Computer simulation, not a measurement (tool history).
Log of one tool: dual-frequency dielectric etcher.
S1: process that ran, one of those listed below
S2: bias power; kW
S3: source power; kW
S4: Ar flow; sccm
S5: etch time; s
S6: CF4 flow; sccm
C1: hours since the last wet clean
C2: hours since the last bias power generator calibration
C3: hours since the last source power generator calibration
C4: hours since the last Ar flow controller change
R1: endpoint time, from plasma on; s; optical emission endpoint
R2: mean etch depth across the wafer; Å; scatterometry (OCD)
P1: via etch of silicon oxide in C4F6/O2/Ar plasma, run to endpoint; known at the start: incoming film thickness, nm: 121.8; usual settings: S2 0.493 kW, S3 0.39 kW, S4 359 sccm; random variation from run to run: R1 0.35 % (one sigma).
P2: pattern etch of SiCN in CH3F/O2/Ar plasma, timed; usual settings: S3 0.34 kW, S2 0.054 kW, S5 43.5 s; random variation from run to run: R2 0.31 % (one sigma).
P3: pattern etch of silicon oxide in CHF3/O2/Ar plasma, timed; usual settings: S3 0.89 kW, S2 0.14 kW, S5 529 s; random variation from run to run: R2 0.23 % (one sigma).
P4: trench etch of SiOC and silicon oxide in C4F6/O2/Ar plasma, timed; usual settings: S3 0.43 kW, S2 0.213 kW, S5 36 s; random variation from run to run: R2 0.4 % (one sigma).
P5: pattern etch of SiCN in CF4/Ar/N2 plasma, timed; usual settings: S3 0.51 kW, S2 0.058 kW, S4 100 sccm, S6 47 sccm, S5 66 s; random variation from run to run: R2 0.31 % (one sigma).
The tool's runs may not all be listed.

run 1 day=0.458 | S1=P1 S2=0.493 S3=0.39 S4=359 | C1=99.2 C2=2947.5 C3=877.5 C4=1287.5 | R1=28.623
run 2 day=0.708 | S1=P2 S2=0.054 S3=0.25 S5=43.5 | C1=105.2 C2=2953.5 C3=883.5 C4=1293.5 | R2=122.03
run 3 day=1.129 | S1=P2 S2=0.054 S3=0.34 S5=43.5 | C1=115.3 C2=2963.6 C3=893.6 C4=1303.6 | R2=138.24
run 4 day=1.408 | S1=P1 S2=0.493 S3=0.39 S4=359 | C1=122 C2=2970.3 C3=900.3 C4=1310.3 | R1=28.625
run 5 day=1.796 | S1=P4 S2=0.213 S3=0.29 S5=36 | C1=131.3 C2=2979.6 C3=909.6 C4=1319.6 | R2=646.61
run 6 day=2.246 | S1=P1 S2=0.493 S3=0.39 S4=359 | C1=142.1 C2=2990.4 C3=920.4 C4=1330.4 | R1=28.462
run 7 day=2.683 | S1=P4 S2=0.213 S3=0.43 S5=20 | C1=152.6 C2=3000.9 C3=930.9 C4=1340.9 | R2=416.89
run 8 day=3.033 | S1=P3 S2=0.14 S3=0.89 S5=529 | C1=161 C2=3009.3 C3=939.3 C4=1349.3 | R2=11371
run 9 day=3.554 | S1=P1 S2=0.383 S3=0.53 S4=359 | C1=173.5 C2=3021.8 C3=951.8 C4=1361.8 | R1=27.803
run 10 day=3.85 | S1=P1 S2=0.493 S3=0.39 S4=359 | C1=180.6 C2=3028.9 C3=958.9 C4=1368.9 | R1=28.475
run 11 day=4.371 | S1=P5 S2=0.058 S3=0.33 S4=100 S5=66 S6=47 | C1=193.1 C2=3041.4 C3=971.4 C4=1381.4 | R2=378.64
run 12 day=4.817 | S1=P5 S2=0.058 S3=0.51 S4=100 S5=66 S6=47 | C1=203.8 C2=3052.1 C3=982.1 C4=1392.1 | R2=556.04
run 13 day=5.362 | S1=P1 S2=0.359 S3=0.39 S4=359 | C1=216.9 C2=3065.2 C3=995.2 C4=1405.2 | R1=31.985
run 14 day=5.788 | S1=P1 S2=0.404 S3=0.48 S4=359 | C1=227.1 C2=3075.4 C3=1005.4 C4=1415.4 | R1=28.349
run 15 day=6.204 | S1=P5 S2=0.058 S3=0.51 S4=100 S5=66 S6=31 | C1=237.1 C2=3085.4 C3=1015.4 C4=1425.4 | R2=517.04
-- day=6.212 wet clean of the chamber
run 16 day=6.729 | S1=P3 S2=0.114 S3=0.89 S5=529 | C1=12.4 C2=3098 C3=1028 C4=1438 | R2=10682
run 17 day=7.175 | S1=P5 S2=0.058 S3=0.51 S4=100 S5=36.5 S6=47 | C1=23.1 C2=3108.7 C3=1038.7 C4=1448.7 | R2=308.44
run 18 day=7.725 | S1=P5 S2=0.074 S3=0.51 S4=100 S5=66 S6=47 | C1=36.3 C2=3121.9 C3=1051.9 C4=1461.9 | R2=604.83
run 19 day=8.162 | S1=P4 S2=0.279 S3=0.43 S5=36 | C1=46.8 C2=3132.4 C3=1062.4 C4=1472.4 | R2=825.71
run 20 day=8.492 | S1=P1 S2=0.493 S3=0.24 S4=359 | C1=54.7 C2=3140.3 C3=1070.3 C4=1480.3 | R1=34.181
run 21 day=8.933 | S1=P5 S2=0.058 S3=0.51 S4=71 S5=66 S6=47 | C1=65.3 C2=3150.9 C3=1080.9 C4=1490.9 | R2=587.98
run 22 day=9.429 | S1=P3 S2=0.14 S3=0.89 S5=668 | C1=77.2 C2=3162.8 C3=1092.8 C4=1502.8 | R2=14412
run 23 day=9.671 | S1=P1 S2=0.493 S3=0.24 S4=480 | C1=83 C2=3168.6 C3=1098.6 C4=1508.6 | R1=35.15
run 24 day=9.954 | S1=P1 S2=0.493 S3=0.47 S4=359 | C1=89.8 C2=3175.4 C3=1105.4 C4=1515.4 | R1=26.677
run 25 day=10.317 | S1=P1 S2=0.493 S3=0.39 S4=253 | C1=98.5 C2=3184.1 C3=1114.1 C4=1524.1 | R1=27.5
run 26 day=10.833 | S1=P2 S2=0.069 S3=0.34 S5=43.5 | C1=110.9 C2=3196.5 C3=1126.5 C4=1536.5 | R2=149.33
run 27 day=11.362 | S1=P4 S2=0.213 S3=0.43 S5=36 | C1=123.6 C2=3209.2 C3=1139.2 C4=1549.2 | R2=752.92
run 28 day=11.65 | S1=P2 S2=0.054 S3=0.34 S5=26 | C1=130.5 C2=3216.1 C3=1146.1 C4=1556.1 | R2=82.074
run 29 day=11.954 | S1=P1 S2=0.688 S3=0.39 S4=359 | C1=137.8 C2=3223.4 C3=1153.4 C4=1563.4 | R1=25.314
run 30 day=12.333 | S1=P1 S2=0.493 S3=0.39 S4=463 | C1=146.9 C2=3232.5 C3=1162.5 C4=1572.5 | R1=29.417
run 31 day=12.812 | S1=P3 S2=0.14 S3=0.65 S5=529 | C1=158.4 C2=3244 C3=1174 C4=1584 | R2=10035
run 32 day=13.346 | S1=P1 S2=0.493 S3=0.39 S4=359 | C1=171.2 C2=3256.8 C3=1186.8 C4=1596.8 | R1=28.662
run 33 day=13.733 | S1=P1 S2=0.493 S3=0.39 S4=359 | C1=180.5 C2=3266.1 C3=1196.1 C4=1606.1 | R1=28.201
run 34 day=14.075 | S1=P1 S2=0.493 S3=0.39 S4=359 | C1=188.7 C2=3274.3 C3=1204.3 C4=1614.3 | R1=28.229
run 35 day=14.317 | S1=P1 S2=0.493 S3=0.39 S4=359 | C1=194.5 C2=3280.1 C3=1210.1 C4=1620.1 | R1=28.142
-- day=14.488 Ar flow controller replaced
run 36 day=14.846 | S1=P1 S2=0.493 S3=0.39 S4=359 | C1=207.2 C2=3292.8 C3=1222.8 C4=8.6 | R1=28.096
-- day=15.188 wet clean of the chamber
run 37 day=15.388 | S1=P1 S2=0.493 S3=0.39 S4=359 | C1=4.9 C2=3305.8 C3=1235.8 C4=21.6 | R1=27.865
run 38 day=15.933 | S1=P1 S2=0.493 S3=0.39 S4=359 | C1=18 C2=3318.9 C3=1248.9 C4=34.7 | R1=27.946

What P1 gives has crept away from where it was. These 2 causes fit the log equally well, each at the size given:
A: source power that arrives over what is set, % = 4.9
B: bias power that arrives over what is set, % = 4.83
The creep began at about day 13.346.
Why every other cause is out:
chamber walls in a state that raises the etch rate, %: serviced at day 15.188, which brought nothing back
Ar flow that arrives under what is set, %: serviced at day 14.488, which brought nothing back

4 check runs are offered, one wafer each, their results left as question marks. Which one tells the causes apart?
run check 1 day=16.479 | S1=P5 S2=0.058 S3=0.51 S4=100 S5=66 S6=47 | R2=?
run check 2 day=16.479 | S1=P2 S2=0.054 S3=0.34 S5=43.5 | R2=?
run check 3 day=16.479 | S1=P4 S2=0.213 S3=0.43 S5=36 | R2=?
run check 4 day=16.479 | S1=P3 S2=0.14 S3=0.89 S5=529 | R2=?

What each check would give under each cause:
check=check_1 result=R2 if_A=579.83 if_B=565.33
check=check_2 result=R2 if_A=140.07 if_B=139.73
check=check_3 result=R2 if_A=766.81 if_B=764.5
check=check_4 result=R2 if_A=11608 if_B=11560
How far apart the two closest causes lie, in the result that separates them most: check 1 2.53 %; check 2 0.24 %; check 3 0.3 %; check 4 0.41 %
Check 1 tells the causes apart: in the others they would give nearly the same result.

Then check 1 was run and gave: R2 582.47 Å. Which cause is it?

It is A: source power that arrives over what is set, %.

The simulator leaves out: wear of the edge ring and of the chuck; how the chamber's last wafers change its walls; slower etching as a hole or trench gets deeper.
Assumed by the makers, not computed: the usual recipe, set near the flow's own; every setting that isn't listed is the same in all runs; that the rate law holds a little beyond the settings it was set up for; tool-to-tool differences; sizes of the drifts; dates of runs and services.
